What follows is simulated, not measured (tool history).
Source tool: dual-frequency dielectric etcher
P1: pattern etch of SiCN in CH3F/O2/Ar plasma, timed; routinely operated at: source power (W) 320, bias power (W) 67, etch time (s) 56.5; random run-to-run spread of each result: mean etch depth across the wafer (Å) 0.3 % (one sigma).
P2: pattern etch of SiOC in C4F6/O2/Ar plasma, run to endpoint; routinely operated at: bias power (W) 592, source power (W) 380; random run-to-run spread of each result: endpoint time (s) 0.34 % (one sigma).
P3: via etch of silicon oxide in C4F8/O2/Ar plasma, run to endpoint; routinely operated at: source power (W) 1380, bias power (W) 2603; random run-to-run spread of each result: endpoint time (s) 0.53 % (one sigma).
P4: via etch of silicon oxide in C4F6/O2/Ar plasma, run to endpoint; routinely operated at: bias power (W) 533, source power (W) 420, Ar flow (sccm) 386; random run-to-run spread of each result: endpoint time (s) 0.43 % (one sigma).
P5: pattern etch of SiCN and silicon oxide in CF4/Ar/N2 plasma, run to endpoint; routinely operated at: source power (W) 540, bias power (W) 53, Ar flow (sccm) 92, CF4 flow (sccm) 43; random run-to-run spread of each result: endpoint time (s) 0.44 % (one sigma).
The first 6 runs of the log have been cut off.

run,day,process that ran,source power (W),bias power (W),etch time (s),Ar flow (sccm),CF4 flow (sccm),mean etch depth across the wafer (Å),endpoint time (s)
7,1.979,P5,540,67,,92,43,,10.8890
8,2.221,P5,750,53,,92,43,,8.8483
9,2.638,P3,1380,2603,,,,,462.5800
10,2.854,P1,320,67,56.5,,,185.50,
11,3.142,P1,210,67,56.5,,,158.73,
12,3.421,P3,1380,2603,,,,,458.0300
13,3.800,P4,540,533,,386,,,22.2960
14,4.067,P1,320,67,56.5,,,184.68,
15,4.275,P1,320,67,37.5,,,122.91,
16,4.558,P5,540,53,,92,43,,11.7370
17,4.838,P1,400,67,56.5,,,201.03,
18,5.121,P4,420,533,,483,,,24.9920
19,5.354,P2,380,592,,,,,13.7970
20,5.762,P5,540,53,,54,43,,10.6880
21,6.046,P4,420,658,,386,,,22.5190
22,6.462,P4,420,533,,386,,,24.5070
23,6.862,P3,1380,1696,,,,,522.1400
24,7.233,P1,370,40,56.5,,,165.05,
25,7.446,P1,320,67,71.0,,,231.82,
26,7.800,P1,320,67,56.5,,,184.61,
27,8.150,P5,540,53,,92,25,,13.0350

Predict the results of run 28:
28,8.442,P1,320,67,56.5,,,?,

mean etch depth across the wafer (Å): 184.43
